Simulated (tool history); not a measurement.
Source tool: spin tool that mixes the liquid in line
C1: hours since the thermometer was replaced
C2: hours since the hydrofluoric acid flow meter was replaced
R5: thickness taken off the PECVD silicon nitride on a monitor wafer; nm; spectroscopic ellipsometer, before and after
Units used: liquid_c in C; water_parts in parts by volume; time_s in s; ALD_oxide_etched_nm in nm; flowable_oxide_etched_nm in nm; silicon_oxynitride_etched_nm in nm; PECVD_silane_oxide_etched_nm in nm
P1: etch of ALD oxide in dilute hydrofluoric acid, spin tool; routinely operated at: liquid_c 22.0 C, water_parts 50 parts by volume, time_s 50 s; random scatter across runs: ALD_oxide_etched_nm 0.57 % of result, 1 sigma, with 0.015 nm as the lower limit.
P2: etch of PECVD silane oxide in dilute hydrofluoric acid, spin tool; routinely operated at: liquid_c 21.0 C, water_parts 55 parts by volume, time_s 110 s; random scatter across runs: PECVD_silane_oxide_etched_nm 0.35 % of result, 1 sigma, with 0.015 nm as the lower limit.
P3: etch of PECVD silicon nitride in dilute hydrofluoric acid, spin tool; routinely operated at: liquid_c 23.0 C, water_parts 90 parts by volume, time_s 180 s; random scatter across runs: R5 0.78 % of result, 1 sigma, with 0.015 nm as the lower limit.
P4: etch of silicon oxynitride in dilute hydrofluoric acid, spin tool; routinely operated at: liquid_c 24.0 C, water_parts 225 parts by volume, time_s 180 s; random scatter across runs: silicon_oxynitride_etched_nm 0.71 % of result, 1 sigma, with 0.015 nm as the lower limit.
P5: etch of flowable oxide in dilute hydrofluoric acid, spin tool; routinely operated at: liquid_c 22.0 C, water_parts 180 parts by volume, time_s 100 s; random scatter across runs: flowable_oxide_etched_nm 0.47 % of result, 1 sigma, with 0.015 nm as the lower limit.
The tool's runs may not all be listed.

Run 1, hour 5.2: process P1, liquid_c 22.0 C, water_parts 50 parts by volume, time_s 50 s; C1 1199.5; C2 964.7. Result: ALD_oxide_etched_nm 19.3290 nm.
Run 2, hour 9.7: process P1, liquid_c 22.0 C, water_parts 50 parts by volume, time_s 50 s; C1 1204.0; C2 969.2. Result: ALD_oxide_etched_nm 19.2850 nm.
Run 3, hour 18.4: process P1, liquid_c 30.0 C, water_parts 50 parts by volume, time_s 50 s; C1 1212.7; C2 977.9. Result: ALD_oxide_etched_nm 26.9780 nm.
Run 4, hour 22.9: process P5, liquid_c 22.0 C, water_parts 180 parts by volume, time_s 100 s; C1 1217.2; C2 982.4. Result: flowable_oxide_etched_nm 31.2830 nm.
Run 5, hour 30.3: process P4, liquid_c 24.0 C, water_parts 225 parts by volume, time_s 180 s; C1 1224.6; C2 989.8. Result: silicon_oxynitride_etched_nm 3.3597 nm.
Run 6, hour 35.0: process P5, liquid_c 27.0 C, water_parts 180 parts by volume, time_s 100 s; C1 1229.3; C2 994.5. Result: flowable_oxide_etched_nm 37.5070 nm.
Run 7, hour 40.5: process P1, liquid_c 22.0 C, water_parts 25 parts by volume, time_s 50 s; C1 1234.8; C2 1000.0. Result: ALD_oxide_etched_nm 40.5400 nm.
Run 8, hour 44.8: process P2, liquid_c 21.0 C, water_parts 90 parts by volume, time_s 110 s; C1 1239.1; C2 1004.3. Result: PECVD_silane_oxide_etched_nm 16.4500 nm.
At hour 48.5: hydrofluoric acid flow meter replaced.
Run 9, hour 53.5: process P1, liquid_c 22.0 C, water_parts 50 parts by volume, time_s 50 s; C1 1247.8; C2 5.0. Result: ALD_oxide_etched_nm 19.5810 nm.
Run 10, hour 62.3: process P2, liquid_c 21.0 C, water_parts 55 parts by volume, time_s 110 s; C1 1256.6; C2 13.8. Result: PECVD_silane_oxide_etched_nm 28.2460 nm.
Run 11, hour 66.1: process P4, liquid_c 24.0 C, water_parts 140 parts by volume, time_s 180 s; C1 1260.4; C2 17.6. Result: silicon_oxynitride_etched_nm 5.7847 nm.
Run 12, hour 74.3: process P1, liquid_c 22.0 C, water_parts 85 parts by volume, time_s 50 s; C1 1268.6; C2 25.8. Result: ALD_oxide_etched_nm 11.0510 nm.
Run 13, hour 79.3: process P2, liquid_c 17.0 C, water_parts 55 parts by volume, time_s 110 s; C1 1273.6; C2 30.8. Result: PECVD_silane_oxide_etched_nm 23.7300 nm.
Run 14, hour 87.3: process P3, liquid_c 23.0 C, water_parts 90 parts by volume, time_s 100 s; C1 1281.6; C2 38.8. Result: R5 1.8298 nm.
Run 15, hour 93.6: process P5, liquid_c 22.0 C, water_parts 60 parts by volume, time_s 100 s; C1 1287.9; C2 45.1. Result: flowable_oxide_etched_nm 106.9900 nm.
Run 16, hour 102.4: process P2, liquid_c 21.0 C, water_parts 55 parts by volume, time_s 15 s; C1 1296.7; C2 53.9. Result: PECVD_silane_oxide_etched_nm 3.8277 nm.
Run 17, hour 107.8: process P1, liquid_c 22.0 C, water_parts 50 parts by volume, time_s 50 s; C1 1302.1; C2 59.3. Result: ALD_oxide_etched_nm 19.5570 nm.
Run 18, hour 112.0: process P1, liquid_c 17.0 C, water_parts 85 parts by volume, time_s 50 s; C1 1306.3; C2 63.5. Result: ALD_oxide_etched_nm 8.9954 nm.
Run 19, hour 118.8: process P3, liquid_c 17.0 C, water_parts 90 parts by volume, time_s 180 s; C1 1313.1; C2 70.3. Result: R5 2.1568 nm.
Run 20, hour 127.0: process P5, liquid_c 22.0 C, water_parts 180 parts by volume, time_s 100 s; C1 1321.3; C2 78.5. Result: flowable_oxide_etched_nm 31.3150 nm.
Run 21, hour 132.2: process P1, liquid_c 17.5 C, water_parts 50 parts by volume, time_s 50 s; C1 1326.5; C2 83.7. Result: ALD_oxide_etched_nm 16.0570 nm.
Run 22, hour 136.6: process P4, liquid_c 24.0 C, water_parts 225 parts by volume, time_s 360 s; C1 1330.9; C2 88.1. Result: silicon_oxynitride_etched_nm 6.7614 nm.
Run 23, hour 143.2: process P4, liquid_c 30.5 C, water_parts 225 parts by volume, time_s 180 s; C1 1337.5; C2 94.7. Result: silicon_oxynitride_etched_nm 4.4034 nm.
Run 24, hour 150.5: process P1, liquid_c 17.0 C, water_parts 80 parts by volume, time_s 50 s; C1 1344.8; C2 102.0. Result: ALD_oxide_etched_nm 9.4731 nm.
Run 25, hour 155.7: process P5, liquid_c 22.0 C, water_parts 180 parts by volume, time_s 30 s; C1 1350.0; C2 107.2. Result: flowable_oxide_etched_nm 9.3384 nm.
Run 26, hour 164.0: process P1, liquid_c 22.0 C, water_parts 50 parts by volume, time_s 50 s; C1 1358.3; C2 115.5. Result: ALD_oxide_etched_nm 19.3750 nm.
Run 27, hour 170.6: process P1, liquid_c 22.0 C, water_parts 50 parts by volume, time_s 85 s; C1 1364.9; C2 122.1. Result: ALD_oxide_etched_nm 33.1000 nm.
Run 28, hour 177.9: process P3, liquid_c 23.0 C, water_parts 150 parts by volume, time_s 180 s; C1 1372.2; C2 129.4. Result: R5 1.9560 nm.
Run 29, hour 183.0: process P1, liquid_c 22.0 C, water_parts 50 parts by volume, time_s 50 s; C1 1377.3; C2 134.5. Result: ALD_oxide_etched_nm 19.6310 nm.
Run 30, hour 187.8: process P3, liquid_c 23.0 C, water_parts 90 parts by volume, time_s 180 s; C1 1382.1; C2 139.3. Result: R5 3.2256 nm.
Run 31, hour 196.6: process P1, liquid_c 22.0 C, water_parts 50 parts by volume, time_s 25 s; C1 1390.9; C2 148.1. Result: ALD_oxide_etched_nm 9.6901 nm.
Run 32, hour 203.6: process P1, liquid_c 22.0 C, water_parts 50 parts by volume, time_s 50 s; C1 1397.9; C2 155.1. Result: ALD_oxide_etched_nm 19.4420 nm.
Run 33, hour 211.5: process P1, liquid_c 22.0 C, water_parts 50 parts by volume, time_s 50 s; C1 1405.8; C2 163.0. Result: ALD_oxide_etched_nm 19.6340 nm.
Run 34, hour 220.2: process P1, liquid_c 22.0 C, water_parts 50 parts by volume, time_s 50 s; C1 1414.5; C2 171.7. Result: ALD_oxide_etched_nm 20.4200 nm.
Run 35, hour 225.9: process P1, liquid_c 22.0 C, water_parts 50 parts by volume, time_s 50 s; C1 1420.2; C2 177.4. Result: ALD_oxide_etched_nm 20.8050 nm.
Run 36, hour 230.9: process P1, liquid_c 22.0 C, water_parts 50 parts by volume, time_s 50 s; C1 1425.2; C2 182.4. Result: ALD_oxide_etched_nm 21.1320 nm.
Run 37, hour 239.1: process P1, liquid_c 22.0 C, water_parts 50 parts by volume, time_s 50 s; C1 1433.4; C2 190.6. Result: ALD_oxide_etched_nm 21.0060 nm.
Run 38, hour 246.9: process P1, liquid_c 22.0 C, water_parts 50 parts by volume, time_s 50 s; C1 1441.2; C2 198.4. Result: ALD_oxide_etched_nm 21.4040 nm.
Run 39, hour 250.7: process P1, liquid_c 22.0 C, water_parts 50 parts by volume, time_s 50 s; C1 1445.0; C2 202.2. Result: ALD_oxide_etched_nm 21.1120 nm.
Run 40, hour 256.4: process P1, liquid_c 22.0 C, water_parts 50 parts by volume, time_s 50 s; C1 1450.7; C2 207.9. Result: ALD_oxide_etched_nm 21.2130 nm.
Run 41, hour 264.4: process P1, liquid_c 22.0 C, water_parts 50 parts by volume, time_s 50 s; C1 1458.7; C2 215.9. Result: ALD_oxide_etched_nm 21.1300 nm.

Something has made what P1 gives creep away from where it was; the 2 causes below, each at its own stated size, fit the log equally well:
A: hydrofluoric acid flow above the setpoint (%) = 8.94
B: liquid hotter than its thermometer reads (K) = 2.2
Creep in the process output first set in at about hour 211.5.

Below are 4 check runs, each averaged over 2 wafers, with their results shown as question marks. Which of them would give clearly different results depending on which cause is behind the drift?
Run check 1, hour 272.4: process P4, liquid_c 30.0 C, water_parts 225 parts by volume, time_s 355 s. Result: silicon_oxynitride_etched_nm ?.
Run check 2, hour 272.4: process P5, liquid_c 22.0 C, water_parts 75 parts by volume, time_s 30 s. Result: flowable_oxide_etched_nm ?.
Run check 3, hour 272.4: process P2, liquid_c 18.0 C, water_parts 55 parts by volume, time_s 15 s. Result: PECVD_silane_oxide_etched_nm ?.
Run check 4, hour 272.4: process P3, liquid_c 19.0 C, water_parts 125 parts by volume, time_s 180 s. Result: R5 ?.

How each check would come out, cause by cause:
  check                        result     if A     if B
check 1  silicon_oxynitride_etched_nm   9.5344   9.4185
check 2      flowable_oxide_etched_nm  27.7700  27.6700
check 3  PECVD_silane_oxide_etched_nm   3.6902   3.7016
check 4                            R5   1.9446   2.0750
Minimum pairwise separation of causes per check, each pair taken at its best-separating result: check 1 1.22 %; check 2 0.36 %; check 3 0.31 %; check 4 6.49 %
Only in check 4 would the causes give clearly different results; in the remaining checks their results would be nearly the same.

Running check 4 produced the following: R5 1.9384 nm. Which one of the listed causes fits?

Of the candidate causes, it is A: hydrofluoric acid flow above the setpoint (%).
